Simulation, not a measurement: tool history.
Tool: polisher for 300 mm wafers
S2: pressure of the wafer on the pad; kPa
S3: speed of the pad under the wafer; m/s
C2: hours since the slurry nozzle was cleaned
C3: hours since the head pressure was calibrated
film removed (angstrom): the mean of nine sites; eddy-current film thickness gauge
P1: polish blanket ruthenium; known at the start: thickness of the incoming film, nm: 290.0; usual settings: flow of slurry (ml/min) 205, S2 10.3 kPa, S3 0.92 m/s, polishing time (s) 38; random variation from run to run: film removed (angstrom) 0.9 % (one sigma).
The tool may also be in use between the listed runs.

Run 1, hour 10.9: flow of slurry (ml/min) 205, S2 10.3 kPa, S3 0.92 m/s, polishing time (s) 38; wafers polished on this pad 844; C2 329; C3 355.2. Result: film removed (angstrom) 248.62.
Run 2, hour 20.5: flow of slurry (ml/min) 270, S2 10.3 kPa, S3 0.92 m/s, polishing time (s) 38; wafers polished on this pad 940; C2 338.6; C3 364.8. Result: film removed (angstrom) 255.6.
Run 3, hour 38: flow of slurry (ml/min) 205, S2 10.3 kPa, S3 0.92 m/s, polishing time (s) 17; wafers polished on this pad 1115; C2 356.1; C3 382.3. Result: film removed (angstrom) 112.09.
Run 4, hour 53.9: flow of slurry (ml/min) 205, S2 10.3 kPa, S3 0.92 m/s, polishing time (s) 38; wafers polished on this pad 1274; C2 372; C3 398.2. Result: film removed (angstrom) 246.98.
Run 5, hour 64.7: flow of slurry (ml/min) 205, S2 13.1 kPa, S3 0.92 m/s, polishing time (s) 38; wafers polished on this pad 1382; C2 382.8; C3 409. Result: film removed (angstrom) 312.9.
Run 6, hour 82.4: flow of slurry (ml/min) 205, S2 10.3 kPa, S3 0.92 m/s, polishing time (s) 38; wafers polished on this pad 1559; C2 400.5; C3 426.7. Result: film removed (angstrom) 250.44.
Run 7, hour 92.3: flow of slurry (ml/min) 125, S2 10.3 kPa, S3 0.92 m/s, polishing time (s) 38; wafers polished on this pad 1657; C2 410.4; C3 436.6. Result: film removed (angstrom) 228.6.
Run 8, hour 100.4: flow of slurry (ml/min) 205, S2 10.3 kPa, S3 0.92 m/s, polishing time (s) 38; wafers polished on this pad 1738; C2 418.5; C3 444.7. Result: film removed (angstrom) 251.27.
Run 9, hour 114.9: flow of slurry (ml/min) 205, S2 10.3 kPa, S3 1.24 m/s, polishing time (s) 38; wafers polished on this pad 1883; C2 433; C3 459.2. Result: film removed (angstrom) 338.2.
Run 10, hour 130.2: flow of slurry (ml/min) 205, S2 10.3 kPa, S3 0.92 m/s, polishing time (s) 60; wafers polished on this pad 2036; C2 448.3; C3 474.5. Result: film removed (angstrom) 400.23.
Run 11, hour 140.1: flow of slurry (ml/min) 205, S2 10.3 kPa, S3 0.58 m/s, polishing time (s) 38; wafers polished on this pad 2135; C2 458.2; C3 484.4. Result: film removed (angstrom) 155.64.
Run 12, hour 153.2: flow of slurry (ml/min) 205, S2 10.3 kPa, S3 0.92 m/s, polishing time (s) 38; wafers polished on this pad 2266; C2 471.3; C3 497.5. Result: film removed (angstrom) 249.4.
Run 13, hour 161.8: flow of slurry (ml/min) 205, S2 4.8 kPa, S3 0.92 m/s, polishing time (s) 38; wafers polished on this pad 2352; C2 479.9; C3 506.1. Result: film removed (angstrom) 113.32.
Run 14, hour 173.6: flow of slurry (ml/min) 125, S2 5.5 kPa, S3 0.92 m/s, polishing time (s) 38; wafers polished on this pad 2470; C2 491.7; C3 517.9. Result: film removed (angstrom) 123.51.
At hour 181: slurry nozzle cleaned.
Run 15, hour 183.4: flow of slurry (ml/min) 205, S2 10.3 kPa, S3 0.92 m/s, polishing time (s) 38; wafers polished on this pad 2568; C2 2.5; C3 527.7. Result: film removed (angstrom) 246.54.
Run 16, hour 200.5: flow of slurry (ml/min) 205, S2 10.3 kPa, S3 0.92 m/s, polishing time (s) 38; wafers polished on this pad 2739; C2 19.6; C3 544.8. Result: film removed (angstrom) 249.03.
Run 17, hour 217.3: flow of slurry (ml/min) 205, S2 10.3 kPa, S3 0.92 m/s, polishing time (s) 38; wafers polished on this pad 2907; C2 36.4; C3 561.6. Result: film removed (angstrom) 247.82.
Run 18, hour 225.8: flow of slurry (ml/min) 205, S2 10.3 kPa, S3 0.92 m/s, polishing time (s) 38; wafers polished on this pad 2992; C2 44.9; C3 570.1. Result: film removed (angstrom) 243.92.
Run 19, hour 238.6: flow of slurry (ml/min) 205, S2 10.3 kPa, S3 0.92 m/s, polishing time (s) 38; wafers polished on this pad 3120; C2 57.7; C3 582.9. Result: film removed (angstrom) 242.03.
Run 20, hour 254.4: flow of slurry (ml/min) 205, S2 10.3 kPa, S3 0.92 m/s, polishing time (s) 38; wafers polished on this pad 3278; C2 73.5; C3 598.7. Result: film removed (angstrom) 244.08.
Run 21, hour 266.9: flow of slurry (ml/min) 205, S2 10.3 kPa, S3 0.92 m/s, polishing time (s) 38; wafers polished on this pad 3402; C2 86; C3 611.2. Result: film removed (angstrom) 239.82.
At hour 270.9: head pressure recalibrated.
Run 22, hour 283.6: flow of slurry (ml/min) 205, S2 10.3 kPa, S3 0.92 m/s, polishing time (s) 38; wafers polished on this pad 3569; C2 102.7; C3 12.7. Result: film removed (angstrom) 236.27.
Run 23, hour 297.6: flow of slurry (ml/min) 205, S2 10.3 kPa, S3 0.92 m/s, polishing time (s) 38; wafers polished on this pad 3709; C2 116.7; C3 26.7. Result: film removed (angstrom) 236.37.

Run 24 comes next. What will it give?
Run 24, hour 307.4: flow of slurry (ml/min) 205, S2 10.3 kPa, S3 0.92 m/s, polishing time (s) 38; wafers polished on this pad 3807; C2 126.5; C3 36.5. Result: film removed (angstrom) ?.

film removed (angstrom): 232.34

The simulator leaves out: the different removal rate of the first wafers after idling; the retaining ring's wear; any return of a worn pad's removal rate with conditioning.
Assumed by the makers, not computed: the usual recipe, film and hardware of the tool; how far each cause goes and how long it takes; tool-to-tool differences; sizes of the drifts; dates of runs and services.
